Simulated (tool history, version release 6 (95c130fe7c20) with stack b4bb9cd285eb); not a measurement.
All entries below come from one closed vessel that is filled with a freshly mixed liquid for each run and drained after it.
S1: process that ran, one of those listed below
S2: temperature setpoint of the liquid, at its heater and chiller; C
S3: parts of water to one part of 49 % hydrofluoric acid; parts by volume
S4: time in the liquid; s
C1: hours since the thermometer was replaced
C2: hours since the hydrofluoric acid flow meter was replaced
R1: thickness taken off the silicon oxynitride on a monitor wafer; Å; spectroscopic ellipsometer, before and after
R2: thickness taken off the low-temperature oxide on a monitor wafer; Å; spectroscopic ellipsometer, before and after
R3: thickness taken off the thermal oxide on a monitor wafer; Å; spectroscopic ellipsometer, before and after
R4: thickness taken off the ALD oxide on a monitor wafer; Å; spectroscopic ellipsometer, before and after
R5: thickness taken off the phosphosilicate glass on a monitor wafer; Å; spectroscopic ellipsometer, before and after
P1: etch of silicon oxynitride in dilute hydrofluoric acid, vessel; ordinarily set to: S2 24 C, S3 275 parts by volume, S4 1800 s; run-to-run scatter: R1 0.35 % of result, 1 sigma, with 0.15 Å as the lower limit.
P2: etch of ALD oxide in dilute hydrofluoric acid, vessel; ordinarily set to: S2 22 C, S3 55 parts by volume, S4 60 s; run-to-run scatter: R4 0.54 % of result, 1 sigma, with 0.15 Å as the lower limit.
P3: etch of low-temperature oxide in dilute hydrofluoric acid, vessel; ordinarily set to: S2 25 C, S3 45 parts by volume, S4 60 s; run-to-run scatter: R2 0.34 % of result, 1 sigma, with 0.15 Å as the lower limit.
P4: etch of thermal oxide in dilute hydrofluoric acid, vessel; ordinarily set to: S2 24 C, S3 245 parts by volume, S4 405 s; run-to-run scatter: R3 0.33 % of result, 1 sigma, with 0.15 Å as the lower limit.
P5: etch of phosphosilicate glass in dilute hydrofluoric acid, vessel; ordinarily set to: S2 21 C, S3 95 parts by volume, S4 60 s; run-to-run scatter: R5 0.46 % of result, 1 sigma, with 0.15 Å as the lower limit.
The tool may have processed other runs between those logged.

run	day	S1	S2	S3	S4	C1	C2	R1	R2	R3	R4	R5
1	0.375	P1	24	275	1800	1494.5	430.7	154.62				
2	0.742	P3	25	70	60	1503.3	439.5		97.607			
3	1.158	P1	20.5	275	1800	1513.3	449.5	133.66				
4	1.462	P4	24	245	405	1520.6	456.8			67.336		
5	1.704	P1	24	485	310	1526.4	462.6	13.345				
6	2.142	P4	24	245	130	1536.9	473.1			21.876		
7	2.362	P1	24	275	3020	1542.2	478.4	260.46				
8	2.612	P2	22	20	60	1548.2	484.4				380.7	
9	2.892	P1	24	275	1800	1554.9	491.1	155.07				
10	3.238	P2	22	55	60	1563.2	499.4				132.86	
11	3.662	P4	24	445	405	1573.4	509.6			30.595		
12	4.042	P1	24	275	1800	1582.5	518.7	155.45				
13	4.383	P5	21	95	30	1590.7	526.9					254.94
14	4.617	P5	17	95	60	1596.3	532.5					429.07
15	4.954	P2	30	55	60	1604.4	540.6				182.81	
16	5.367	P3	25	45	105	1614.3	550.5		276.65			
17	5.629	P4	28	245	405	1620.6	556.8			77.57		
18	6.029	P1	24	275	1800	1630.2	566.4	155.01				
19	6.471	P2	22	55	30	1640.8	577				65.45	
20	6.742	P1	24	110	1800	1647.3	583.5	443.3				
21	7.096	P3	25	45	60	1655.8	592		157.57			
22	7.412	P1	24	275	1800	1663.4	599.6	154.96				
23	7.629	P3	33	45	60	1668.6	604.8		215.89			
24	7.838	P5	21	60	60	1673.6	609.8					837.81
25	8.229	P1	24	275	1800	1683	619.2	155.7				
26	8.421	P1	24	500	1800	1687.6	623.8	74.405				
27	8.642	P1	24	275	1800	1692.9	629.1	155.39				
28	8.888	P1	17	275	710	1698.8	635	44.884				
29	9.317	P5	21	95	60	1709.1	645.3					508.95
30	9.55	P1	32	275	1800	1714.7	650.9	215.13				
31	9.858	P1	24	275	590	1722.1	658.3	51.309				
32	10.275	P1	24	275	1800	1732.1	668.3	154.98				
33	10.496	P1	24	275	1800	1737.4	673.6	160.14				
34	10.7	P1	24	275	1800	1742.3	678.5	162.16				
35	10.9	P1	24	275	1800	1747.1	683.3	163.14				
36	11.283	P1	24	275	1800	1756.3	692.5	166.13				
37	11.554	P1	24	275	1800	1762.8	699	168.03				
38	11.9	P1	24	275	1800	1771.1	707.3	168.34				
39	12.162	P1	24	275	1800	1777.4	713.6	168.18				
40	12.588	P1	24	275	1800	1787.6	723.8	169.38				
41	12.896	P1	24	275	1800	1795	731.2	169.58				

The output of P1 has drifted from where it used to be. Each of the 2 causes below, taken at the size shown beside it, accounts for the log equally well:
A: hydrofluoric acid flow above the setpoint (%) = 7.71
B: liquid hotter than its thermometer reads (K) = 2.08
The gradual shift began around day 10.275.

4 check runs are offered, each on 5 wafers whose results are averaged, their results left as question marks. Which one tells the causes apart?
check 1	13.204	P3	32	45	60				?			
check 2	13.204	P5	18	95	60							?
check 3	13.204	P4	24	385	175					?		
check 4	13.204	P2	29.5	35	60						?	

Predicted outcomes, by check and by cause:
check	result	if A	if B
check 1	R2	225.07	225.2
check 2	R5	487.31	489.67
check 3	R3	17.918	17.361
check 4	R4	312.97	314.28
How far apart the two closest causes lie, in the result that separates them most: check 1 0.06 %; check 2 0.48 %; check 3 3.16 %; check 4 0.42 %
The other checks would show nearly matching results whichever cause is true, so check 3 is the only one that separates the causes.

Here is what check 3 returned: R3 17.329 Å. Which cause is it?

B is the cause: liquid hotter than its thermometer reads (K).
